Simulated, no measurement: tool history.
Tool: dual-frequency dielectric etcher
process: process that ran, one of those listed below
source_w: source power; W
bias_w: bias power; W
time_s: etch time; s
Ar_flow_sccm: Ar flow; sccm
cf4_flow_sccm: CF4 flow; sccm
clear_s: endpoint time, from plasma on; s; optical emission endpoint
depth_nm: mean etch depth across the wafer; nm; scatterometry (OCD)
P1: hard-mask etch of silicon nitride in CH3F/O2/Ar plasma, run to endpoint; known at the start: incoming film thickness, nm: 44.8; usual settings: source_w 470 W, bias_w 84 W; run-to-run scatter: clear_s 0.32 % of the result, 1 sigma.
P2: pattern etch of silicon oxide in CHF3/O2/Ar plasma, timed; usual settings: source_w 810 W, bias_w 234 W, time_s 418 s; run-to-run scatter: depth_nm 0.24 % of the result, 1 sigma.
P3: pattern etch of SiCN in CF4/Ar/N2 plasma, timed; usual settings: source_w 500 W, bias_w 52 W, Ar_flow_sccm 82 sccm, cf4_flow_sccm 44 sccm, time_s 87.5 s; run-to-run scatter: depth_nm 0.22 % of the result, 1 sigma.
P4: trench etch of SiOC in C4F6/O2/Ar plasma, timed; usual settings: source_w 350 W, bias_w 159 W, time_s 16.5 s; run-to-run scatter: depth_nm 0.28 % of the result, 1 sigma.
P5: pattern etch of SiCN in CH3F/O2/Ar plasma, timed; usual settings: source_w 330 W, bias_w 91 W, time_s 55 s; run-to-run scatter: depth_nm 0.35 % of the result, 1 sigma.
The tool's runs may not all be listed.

run    day  process  source_w  bias_w  time_s  Ar_flow_sccm  cf4_flow_sccm  hours since the last wet clean  hours since the last source power generator calibration  hours since the last bias power generator calibration  clear_s  depth_nm
  1  0.175       P1       470      84                                                                  144                                                   2650.9                                                 1136.3   56.651
  2  0.283       P5       330      91      55                                                        146.6                                                   2653.5                                                 1138.9             20.027
  3    0.4       P5       410      91      55                                                        149.4                                                   2656.3                                                 1141.7             21.932
  4  0.558       P3       500      62    87.5            82             44                           153.2                                                   2660.1                                                 1145.5             74.064
  5  0.708       P1       330      84                                                                156.8                                                   2663.7                                                 1149.1   65.168
  6  0.817       P1       470      84                                                                159.4                                                   2666.3                                                 1151.7   56.538
  7      1       P4       350     159    16.5                                                        163.8                                                   2670.7                                                 1156.1             32.372
  8  1.171       P3       500      52    87.5            60             44                           167.9                                                   2674.8                                                 1160.2             73.377
  9  1.288       P1       570     107                                                                170.7                                                   2677.6                                                   1163   48.167
 10  1.396       P5       330     119      55                                                        173.3                                                   2680.2                                                 1165.6             22.378
 11  1.583       P2       810     322     418                                                        177.8                                                   2684.7                                                 1170.1             1139.2
 12  1.754       P1       470      84                                                                181.9                                                   2688.8                                                 1174.2   56.591
 13  1.858       P1       470      84                                                                184.4                                                   2691.3                                                 1176.7   56.735
 14  2.046       P3       500      52    87.5            82             61                           188.9                                                   2695.8                                                 1181.2             73.728
     2.162  -- wet clean of the chamber
 15  2.175       P4       350     200    16.5                                                          0.3                                                   2698.9                                                 1184.3             34.634
 16  2.271       P1       470     113                                                                  2.6                                                   2701.2                                                 1186.6   50.812
 17  2.442       P1       470      60                                                                  6.7                                                   2705.3                                                 1190.7   63.397
 18  2.612       P1       620      84                                                                 10.8                                                   2709.4                                                 1194.8   51.258
 19  2.775       P3       500      52    87.5            82             44                            14.7                                                   2713.3                                                 1198.7             69.487

Forecast run 20:
 20  2.917       P4       210     159    16.5                                                         18.1                                                   2716.7                                                 1202.1                  ?

depth_nm: 26.483 nm

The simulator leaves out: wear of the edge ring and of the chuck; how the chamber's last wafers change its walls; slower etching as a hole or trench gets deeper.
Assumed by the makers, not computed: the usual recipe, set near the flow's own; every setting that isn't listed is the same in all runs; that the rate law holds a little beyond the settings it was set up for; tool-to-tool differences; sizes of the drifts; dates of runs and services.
